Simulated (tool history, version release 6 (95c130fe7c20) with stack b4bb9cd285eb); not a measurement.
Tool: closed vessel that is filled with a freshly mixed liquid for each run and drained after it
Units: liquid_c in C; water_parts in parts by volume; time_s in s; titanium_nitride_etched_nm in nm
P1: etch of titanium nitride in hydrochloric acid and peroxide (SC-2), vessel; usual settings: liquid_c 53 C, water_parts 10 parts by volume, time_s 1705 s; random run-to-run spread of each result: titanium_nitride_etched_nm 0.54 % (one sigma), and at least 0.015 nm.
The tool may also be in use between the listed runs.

run	hour	liquid_c	water_parts	time_s	titanium_nitride_etched_nm
1	6.9	53	10	1705	35.257
2	14.4	53	16	3225	44.68
3	23.9	53	17.5	3150	40.295
4	34.4	53	16.5	1705	22.929
5	45.4	53	4	180	7.5111
6	53	53	10	1705	34.931
7	60.4	53	10	1705	35.142
8	68.5	53	4	1705	70.616
9	75.8	53	10	625	12.995
10	85	53	10	1705	35.698
11	95.2	53	10	1705	35.015
12	101.5	68	10	1705	91.332
13	108.6	53	10	2905	60.111
14	117.3	38	10	1705	12.668
15	129	53	10	1705	35.247
16	139.1	53	10	1705	34.055
17	150.3	53	10	1705	33.017
18	158.3	53	10	1705	32.726
19	170.4	53	10	1705	32.582
# hour 173: new drum of peroxide connected
20	182	53	10	1705	32.017
21	191.5	53	10	1705	32.25
22	203.8	53	10	1705	32.3

P1 has crept away from where it was. The log is fitted equally well by each of these 2 causes, at the sizes shown:
A: chemicals flow below the setpoint (%) = 10.8
B: liquid colder than its thermometer reads (K) = 1.47
The creep began at about hour 129.
Other possible causes, and why each is ruled out:
peroxide weaker than its label (%): serviced after onset, at hour 173, with no recovery of the prior output

Which of the check runs below tells the causes apart, meaning the causes would give it clearly different results? Each run uses 3 wafers whose results are averaged, and each result is shown as a question mark.
check 1	216.1	59.5	10	955	?
check 2	216.1	42	13	1705	?
check 3	216.1	53	14	1705	?
check 4	216.1	43.5	4	1705	?

What every check run would give for each of its results, assuming each possible cause in turn:
check	result	if A	if B
check 1	titanium_nitride_etched_nm	27.269	27.357
check 2	titanium_nitride_etched_nm	12.137	12.092
check 3	titanium_nitride_etched_nm	23.95	24.047
check 4	titanium_nitride_etched_nm	34.448	33.598
Distance between the nearest two causes, measured in the result of the check that separates them most: check 1 0.32 %; check 2 0.38 %; check 3 0.4 %; check 4 2.5 %
Of the check runs offered, only check 4 discriminates between the causes; the rest would read about the same regardless of which cause applies.

Running check 4 produced the following: titanium_nitride_etched_nm 33.464 nm. Which one of the listed causes fits?

It is B: liquid colder than its thermometer reads (K).
